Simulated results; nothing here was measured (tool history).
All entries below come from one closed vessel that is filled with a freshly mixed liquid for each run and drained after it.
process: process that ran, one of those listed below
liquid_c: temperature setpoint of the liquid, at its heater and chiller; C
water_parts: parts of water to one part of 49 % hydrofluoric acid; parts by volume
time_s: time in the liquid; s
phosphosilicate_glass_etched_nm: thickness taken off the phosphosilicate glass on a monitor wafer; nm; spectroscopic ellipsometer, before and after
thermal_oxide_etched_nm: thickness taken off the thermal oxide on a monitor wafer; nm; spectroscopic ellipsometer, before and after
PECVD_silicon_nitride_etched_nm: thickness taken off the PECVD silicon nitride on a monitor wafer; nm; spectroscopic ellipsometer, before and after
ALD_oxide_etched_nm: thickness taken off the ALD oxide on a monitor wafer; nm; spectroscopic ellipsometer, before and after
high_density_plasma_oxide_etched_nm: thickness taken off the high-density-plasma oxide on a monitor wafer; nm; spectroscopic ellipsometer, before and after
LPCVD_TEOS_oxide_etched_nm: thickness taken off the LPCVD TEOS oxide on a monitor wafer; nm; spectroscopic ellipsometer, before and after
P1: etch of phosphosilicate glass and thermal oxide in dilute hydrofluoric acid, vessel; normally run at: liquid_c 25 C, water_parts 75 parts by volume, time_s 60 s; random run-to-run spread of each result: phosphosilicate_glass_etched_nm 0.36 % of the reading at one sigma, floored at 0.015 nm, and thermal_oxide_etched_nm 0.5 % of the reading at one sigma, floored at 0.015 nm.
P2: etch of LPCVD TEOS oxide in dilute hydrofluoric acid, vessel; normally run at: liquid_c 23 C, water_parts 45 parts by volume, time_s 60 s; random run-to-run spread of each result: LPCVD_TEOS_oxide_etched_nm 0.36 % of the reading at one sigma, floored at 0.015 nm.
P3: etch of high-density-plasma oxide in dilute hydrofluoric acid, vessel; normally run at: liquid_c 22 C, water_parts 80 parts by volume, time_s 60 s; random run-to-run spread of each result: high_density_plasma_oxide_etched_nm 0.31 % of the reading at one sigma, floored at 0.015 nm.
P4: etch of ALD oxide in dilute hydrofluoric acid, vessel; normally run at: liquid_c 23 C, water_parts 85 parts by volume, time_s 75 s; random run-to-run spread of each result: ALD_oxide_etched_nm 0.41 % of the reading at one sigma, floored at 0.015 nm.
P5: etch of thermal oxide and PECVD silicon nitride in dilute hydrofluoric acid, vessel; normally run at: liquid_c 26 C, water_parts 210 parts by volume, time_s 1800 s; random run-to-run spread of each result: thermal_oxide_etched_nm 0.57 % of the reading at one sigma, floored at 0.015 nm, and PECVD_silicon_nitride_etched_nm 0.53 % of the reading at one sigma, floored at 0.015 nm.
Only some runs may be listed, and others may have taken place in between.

run	day	process	liquid_c	water_parts	time_s	hours since the thermometer was replaced	hours since the hydrofluoric acid flow meter was replaced	phosphosilicate_glass_etched_nm	thermal_oxide_etched_nm	PECVD_silicon_nitride_etched_nm	ALD_oxide_etched_nm	high_density_plasma_oxide_etched_nm	LPCVD_TEOS_oxide_etched_nm
1	0.346	P1	25	75	60	396	656.1	95.123	4.1031				
2	0.579	P5	26	210	1800	401.6	661.7		38.289	16.986			
3	0.821	P4	23	85	140	407.4	667.5				52.355		
4	1.112	P3	22	125	60	414.4	674.5					3.9996	
5	1.525	P4	23	120	75	424.3	684.4				19.06		
6	1.783	P1	25	25	60	430.5	690.6	304.59	12.979				
7	2.238	P1	25	75	60	441.4	701.5	95.445	4.0704				
8	2.629	P1	25	75	30	450.8	710.9	47.569	2.0073				
9	2.9	P5	26	210	180	457.3	717.4		3.8274	1.6667			
10	3.162	P2	23	45	60	463.6	723.7						23.289
# day 3.333: thermometer replaced
11	3.554	P4	23	85	75	5.4	733.1				28.178		
12	3.929	P1	25	75	60	14.4	742.1	95.757	4.0978				
13	4.296	P2	23	45	60	23.2	750.9						23.447
14	4.562	P1	25	75	60	29.6	757.3	95.005	4.0689				
15	4.942	P5	33	210	1800	38.7	766.4		48.239	25.424			
16	5.258	P3	22	80	60	46.3	774					6.5453	
17	5.55	P3	22	80	30	53.3	781					3.2907	
18	6.008	P4	23	85	75	64.3	792				27.869		
19	6.425	P3	22	80	60	74.3	802					6.5921	
20	6.808	P3	26.5	80	60	83.5	811.2					7.8616	
21	7.067	P1	25	75	60	89.7	817.4	95.24	4.0823				
22	7.454	P1	21.5	75	60	99	826.7	82.607	3.5066				
23	7.771	P2	17	45	60	106.6	834.3						17.972
24	8.225	P1	25	105	60	117.5	845.2	65.609	2.7872				
25	8.5	P1	30.5	75	60	124.1	851.8	118.62	5.0429				
26	8.958	P1	25	105	30	135.1	862.8	32.81	1.4222				
27	9.4	P2	23	45	110	145.7	873.4						42.468
28	9.646	P4	18	85	75	151.6	879.3				22.808		
29	9.921	P2	23	20	60	158.2	885.9						54.141
# day 10.217: hydrofluoric acid flow meter replaced
30	10.438	P1	25	75	95	170.6	5.3	150.36	6.4493				
31	10.971	P1	25	75	60	183.4	18.1	95.161	4.072				
32	11.304	P5	26	325	1800	191.4	26.1		21.454	10.826			
33	11.804	P1	25	75	60	203.4	38.1	94.772	4.052				
34	12.217	P1	25	75	60	213.3	48	99.33	4.2678				
35	12.533	P1	25	75	60	220.9	55.6	101.57	4.2859				
36	12.971	P1	25	75	60	231.4	66.1	102.59	4.415				
37	13.279	P1	25	75	60	238.8	73.5	102.88	4.3833				
38	13.704	P1	25	75	60	249	83.7	103.38	4.3749				
39	14.083	P1	25	75	60	258.1	92.8	103.09	4.3643				

Something has made what P1 gives creep away from where it was; the 2 causes below, each at its own stated size, fit the log equally well:
A: hydrofluoric acid flow above the setpoint (%) = 7.49
B: liquid hotter than its thermometer reads (K) = 2
The process output started creeping at around day 11.804.

Of the 4 check runs listed below, each run on one wafer and each result written as a question mark, which would let you distinguish the listed causes because they would give clearly different results?
check 1	14.462	P5	26	210	1800				?	?			
check 2	14.462	P4	23	85	75						?		
check 3	14.462	P3	22	80	60							?	
check 4	14.462	P2	23	45	60								?

Check results expected under each cause:
check	result	if A	if B
check 1	thermal_oxide_etched_nm	41.417	40.693
check 1	PECVD_silicon_nitride_etched_nm	18.059	18.99
check 2	ALD_oxide_etched_nm	30.347	30.366
check 3	high_density_plasma_oxide_etched_nm	7.1091	7.1247
check 4	LPCVD_TEOS_oxide_etched_nm	25.132	25.289
Minimum pairwise separation of causes per check, each pair taken at its best-separating result: check 1 5.03 %; check 2 0.06 %; check 3 0.22 %; check 4 0.62 %
Only check 1 tells the causes apart: in the others they would give nearly the same result.

Check 1 was carried out, with these results: thermal_oxide_etched_nm 40.242 nm; PECVD_silicon_nitride_etched_nm 18.997 nm. Which of the listed causes is responsible?

The cause is B: liquid hotter than its thermometer reads (K).
